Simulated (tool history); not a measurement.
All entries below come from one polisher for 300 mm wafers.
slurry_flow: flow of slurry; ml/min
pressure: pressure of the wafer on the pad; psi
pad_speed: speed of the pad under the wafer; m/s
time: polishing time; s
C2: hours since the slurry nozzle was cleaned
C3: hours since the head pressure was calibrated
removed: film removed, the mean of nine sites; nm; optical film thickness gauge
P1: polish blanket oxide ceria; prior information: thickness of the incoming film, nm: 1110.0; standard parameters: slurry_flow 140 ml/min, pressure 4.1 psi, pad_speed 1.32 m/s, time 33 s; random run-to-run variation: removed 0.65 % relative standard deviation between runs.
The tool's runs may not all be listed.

{"run": 1, "hour": 4.8, "slurry_flow": 140, "pressure": 4.1, "pad_speed": 1.32, "time": 33, "wafers polished on this pad": 838, "C2": 346.6, "C3": 150.0, "removed": 222.26}
{"run": 2, "hour": 9.2, "slurry_flow": 140, "pressure": 4.1, "pad_speed": 1.32, "time": 33, "wafers polished on this pad": 890, "C2": 351.0, "C3": 154.4, "removed": 220.54}
{"run": 3, "hour": 13.8, "slurry_flow": 140, "pressure": 4.1, "pad_speed": 1.32, "time": 33, "wafers polished on this pad": 944, "C2": 355.6, "C3": 159.0, "removed": 218.89}
{"run": 4, "hour": 17.0, "slurry_flow": 140, "pressure": 4.1, "pad_speed": 0.6, "time": 33, "wafers polished on this pad": 982, "C2": 358.8, "C3": 162.2, "removed": 100.7}
{"run": 5, "hour": 23.5, "slurry_flow": 140, "pressure": 6.3, "pad_speed": 1.32, "time": 50, "wafers polished on this pad": 1058, "C2": 365.3, "C3": 168.7, "removed": 511.23}
{"run": 6, "hour": 29.3, "slurry_flow": 140, "pressure": 4.1, "pad_speed": 1.74, "time": 33, "wafers polished on this pad": 1126, "C2": 371.1, "C3": 174.5, "removed": 290.44}
{"run": 7, "hour": 35.9, "slurry_flow": 140, "pressure": 4.1, "pad_speed": 1.32, "time": 49, "wafers polished on this pad": 1204, "C2": 377.7, "C3": 181.1, "removed": 323.8}
{"hour": 37.0, "done": "worn pad replaced by a new one"}
{"run": 8, "hour": 40.8, "slurry_flow": 140, "pressure": 4.1, "pad_speed": 1.32, "time": 33, "wafers polished on this pad": 44, "C2": 382.6, "C3": 186.0, "removed": 219.17}
{"run": 9, "hour": 44.1, "slurry_flow": 140, "pressure": 2.1, "pad_speed": 1.32, "time": 33, "wafers polished on this pad": 83, "C2": 385.9, "C3": 189.3, "removed": 112.91}
{"run": 10, "hour": 50.9, "slurry_flow": 85, "pressure": 4.1, "pad_speed": 1.32, "time": 33, "wafers polished on this pad": 163, "C2": 392.7, "C3": 196.1, "removed": 194.98}
{"run": 11, "hour": 56.7, "slurry_flow": 140, "pressure": 6.4, "pad_speed": 1.32, "time": 33, "wafers polished on this pad": 231, "C2": 398.5, "C3": 201.9, "removed": 341.52}
{"run": 12, "hour": 60.0, "slurry_flow": 180, "pressure": 4.1, "pad_speed": 1.32, "time": 33, "wafers polished on this pad": 270, "C2": 401.8, "C3": 205.2, "removed": 230.29}
{"run": 13, "hour": 64.1, "slurry_flow": 140, "pressure": 4.1, "pad_speed": 1.32, "time": 33, "wafers polished on this pad": 318, "C2": 405.9, "C3": 209.3, "removed": 219.55}
{"run": 14, "hour": 67.2, "slurry_flow": 140, "pressure": 4.1, "pad_speed": 0.6, "time": 25, "wafers polished on this pad": 355, "C2": 409.0, "C3": 212.4, "removed": 75.589}
{"run": 15, "hour": 72.1, "slurry_flow": 140, "pressure": 4.1, "pad_speed": 1.32, "time": 18, "wafers polished on this pad": 412, "C2": 413.9, "C3": 217.3, "removed": 119.37}
{"run": 16, "hour": 78.8, "slurry_flow": 140, "pressure": 4.1, "pad_speed": 1.32, "time": 33, "wafers polished on this pad": 491, "C2": 420.6, "C3": 224.0, "removed": 220.39}
{"run": 17, "hour": 83.0, "slurry_flow": 140, "pressure": 4.1, "pad_speed": 1.32, "time": 33, "wafers polished on this pad": 541, "C2": 424.8, "C3": 228.2, "removed": 214.02}
{"run": 18, "hour": 87.3, "slurry_flow": 140, "pressure": 4.1, "pad_speed": 1.32, "time": 33, "wafers polished on this pad": 591, "C2": 429.1, "C3": 232.5, "removed": 210.73}
{"run": 19, "hour": 94.2, "slurry_flow": 140, "pressure": 4.1, "pad_speed": 1.32, "time": 33, "wafers polished on this pad": 672, "C2": 436.0, "C3": 239.4, "removed": 206.59}
{"run": 20, "hour": 98.6, "slurry_flow": 140, "pressure": 4.1, "pad_speed": 1.32, "time": 33, "wafers polished on this pad": 724, "C2": 440.4, "C3": 243.8, "removed": 204.18}
{"run": 21, "hour": 102.4, "slurry_flow": 140, "pressure": 4.1, "pad_speed": 1.32, "time": 33, "wafers polished on this pad": 769, "C2": 444.2, "C3": 247.6, "removed": 210.24}
{"hour": 106.6, "done": "worn pad replaced by a new one"}
{"run": 22, "hour": 107.3, "slurry_flow": 140, "pressure": 4.1, "pad_speed": 1.32, "time": 33, "wafers polished on this pad": 8, "C2": 449.1, "C3": 252.5, "removed": 206.16}
{"run": 23, "hour": 113.9, "slurry_flow": 140, "pressure": 4.1, "pad_speed": 1.32, "time": 33, "wafers polished on this pad": 86, "C2": 455.7, "C3": 259.1, "removed": 204.69}
{"run": 24, "hour": 117.2, "slurry_flow": 140, "pressure": 4.1, "pad_speed": 1.32, "time": 33, "wafers polished on this pad": 124, "C2": 459.0, "C3": 262.4, "removed": 208.12}

The log shows P1 creeping away from where it was. Any of the 2 causes listed here, at the size stated for it, fits the log just as well as the others:
A: head's pressure below its setpoint, % = 6.66
B: slurry flow missing at the pad, % = 27.6
At approximately hour 78.8, the process output began to creep.
Excluded causes, each with its reason:
removal rate lost through wear of the pad, %: its service at hour 106.6 followed the start of the drift and did not put the process back to its old value

Which of the 4 check runs listed below, each an average over 2 wafers with its results shown as question marks, gives clearly different results under the different listed causes?
{"run": "check 1", "hour": 120.5, "slurry_flow": 140, "pressure": 4.1, "pad_speed": 0.72, "time": 48, "removed": "?"}
{"run": "check 2", "hour": 120.5, "slurry_flow": 85, "pressure": 4.1, "pad_speed": 0.64, "time": 33, "removed": "?"}
{"run": "check 3", "hour": 120.5, "slurry_flow": 140, "pressure": 3.2, "pad_speed": 1.32, "time": 33, "removed": "?"}
{"run": "check 4", "hour": 120.5, "slurry_flow": 170, "pressure": 2.3, "pad_speed": 1.32, "time": 33, "removed": "?"}

If the cause were each of the candidates in turn, the checks would give the following:
check=check_1 result=removed if_A=163.040 if_B=163.020
check=check_2 result=removed if_A=88.729 if_B=85.452
check=check_3 result=removed if_A=160.390 if_B=160.370
check=check_4 result=removed if_A=119.120 if_B=120.440
Per check, the gap between the least separated pair of causes, taken in the result that splits them most: check 1 0.02 %; check 2 3.76 %; check 3 0.02 %; check 4 1.1 %
Check 2 tells the causes apart: in the others they would give nearly the same result.

Then check 2 was run and gave: removed 88.862 nm. Which cause is it?

The cause is A: head's pressure below its setpoint, %.
